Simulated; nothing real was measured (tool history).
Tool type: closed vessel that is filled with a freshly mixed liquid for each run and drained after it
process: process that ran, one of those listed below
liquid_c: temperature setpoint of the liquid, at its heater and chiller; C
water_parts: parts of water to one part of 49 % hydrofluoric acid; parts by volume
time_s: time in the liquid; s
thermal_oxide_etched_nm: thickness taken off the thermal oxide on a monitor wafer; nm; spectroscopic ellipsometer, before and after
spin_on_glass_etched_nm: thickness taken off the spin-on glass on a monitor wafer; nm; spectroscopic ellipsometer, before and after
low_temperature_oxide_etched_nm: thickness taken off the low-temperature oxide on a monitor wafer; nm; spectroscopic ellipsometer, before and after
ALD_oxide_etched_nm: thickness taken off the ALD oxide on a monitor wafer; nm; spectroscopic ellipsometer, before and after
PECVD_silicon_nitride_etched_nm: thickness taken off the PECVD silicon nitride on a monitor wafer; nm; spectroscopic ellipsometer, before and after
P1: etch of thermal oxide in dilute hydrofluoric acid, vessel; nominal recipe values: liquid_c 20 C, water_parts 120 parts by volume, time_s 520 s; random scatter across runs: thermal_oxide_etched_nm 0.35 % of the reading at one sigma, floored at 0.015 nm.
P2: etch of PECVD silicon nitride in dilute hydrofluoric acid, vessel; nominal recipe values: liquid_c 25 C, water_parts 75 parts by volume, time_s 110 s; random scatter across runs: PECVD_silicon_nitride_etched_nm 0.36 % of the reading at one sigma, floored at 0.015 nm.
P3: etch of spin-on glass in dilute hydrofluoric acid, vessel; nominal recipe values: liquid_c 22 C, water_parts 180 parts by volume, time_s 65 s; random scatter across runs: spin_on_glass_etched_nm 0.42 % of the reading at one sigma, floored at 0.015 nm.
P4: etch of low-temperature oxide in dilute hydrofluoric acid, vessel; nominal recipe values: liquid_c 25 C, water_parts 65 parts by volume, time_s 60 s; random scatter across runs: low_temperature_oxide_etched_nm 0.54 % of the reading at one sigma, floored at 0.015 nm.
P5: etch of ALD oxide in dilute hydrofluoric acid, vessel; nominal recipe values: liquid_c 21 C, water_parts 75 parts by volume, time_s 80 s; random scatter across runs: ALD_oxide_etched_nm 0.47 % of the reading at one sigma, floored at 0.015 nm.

run	day	process	liquid_c	water_parts	time_s	thermal_oxide_etched_nm	spin_on_glass_etched_nm	low_temperature_oxide_etched_nm	ALD_oxide_etched_nm	PECVD_silicon_nitride_etched_nm
1	0.112	P1	20	120	520	16.285				
2	0.204	P3	22	315	65		8.2262			
3	0.35	P1	17	65	520	28.132				
4	0.446	P4	25	65	95			57.018		
5	0.583	P1	20	195	520	9.3075				
6	0.671	P3	22	180	65		16.286			
7	0.808	P1	20	120	520	16.375				
8	0.933	P5	21	75	80				21.008	
9	1.029	P5	21	75	80				20.827	
10	1.179	P3	22	180	65		16.523			
11	1.288	P4	20.5	65	60			29.607		
12	1.404	P1	25	120	520	20				
13	1.55	P1	20	120	520	16.366				
14	1.717	P4	25	90	60			25.18		
15	1.808	P3	30	180	65		22.021			
16	1.942	P3	22	180	30		7.6261			
17	2.088	P1	20	50	520	42.174				
18	2.192	P2	25	75	165					9.3723
19	2.325	P1	20	120	850	26.653				
20	2.446	P4	25	65	60			35.789		
21	2.546	P5	21	75	140				36.735	
22	2.742	P2	25	75	110					6.2405
23	2.9	P2	25	135	110					3.4598
# day 2.954: thermometer replaced
24	3.079	P1	20	120	520	16.201				
25	3.171	P5	21	120	80				12.494	
26	3.333	P1	20	120	120	3.7785				
27	3.504	P5	17	75	80				17.731	
28	3.679	P2	20.5	75	110					4.6062
29	3.879	P1	20	120	520	16.232				
30	4.017	P1	17	120	520	14.367				
31	4.158	P1	20	120	520	16.313				
32	4.362	P1	20	120	520	17.065				
33	4.55	P1	20	120	520	17.535				
34	4.683	P1	20	120	520	17.666				
35	4.842	P1	20	120	520	17.678				
36	4.942	P1	20	120	520	17.579				
37	5.071	P1	20	120	520	17.745				
38	5.167	P1	20	120	520	17.78				

The log shows P1 creeping away from where it was. Any of the 2 causes listed here, at the size stated for it, fits the log just as well as the others:
A: liquid hotter than its thermometer reads (K) = 2.06
B: hydrofluoric acid flow above the setpoint (%) = 7.58
The gradual shift began around day 4.158.

4 check runs are offered, one wafer each, their results left as question marks. Which one tells the causes apart?
check 1	5.262	P3	22	180	65		?			
check 2	5.262	P5	21	75	80				?	
check 3	5.262	P2	25	75	110					?
check 4	5.262	P4	25	65	60			?		

Check results expected under each cause:
check	result	if A	if B
check 1	spin_on_glass_etched_nm	17.777	17.929
check 2	ALD_oxide_etched_nm	22.865	22.746
check 3	PECVD_silicon_nitride_etched_nm	7.1384	6.7017
check 4	low_temperature_oxide_etched_nm	38.93	38.805
Per-check spread between the two closest causes, in the result where they differ most: check 1 0.85 %; check 2 0.52 %; check 3 6.31 %; check 4 0.32 %
Only check 3 tells the causes apart: in the others they would give nearly the same result.

The results of check 3 are: PECVD_silicon_nitride_etched_nm 7.1445 nm. Based on these, which of the listed causes is it?

The correct cause is A, namely: liquid hotter than its thermometer reads (K).

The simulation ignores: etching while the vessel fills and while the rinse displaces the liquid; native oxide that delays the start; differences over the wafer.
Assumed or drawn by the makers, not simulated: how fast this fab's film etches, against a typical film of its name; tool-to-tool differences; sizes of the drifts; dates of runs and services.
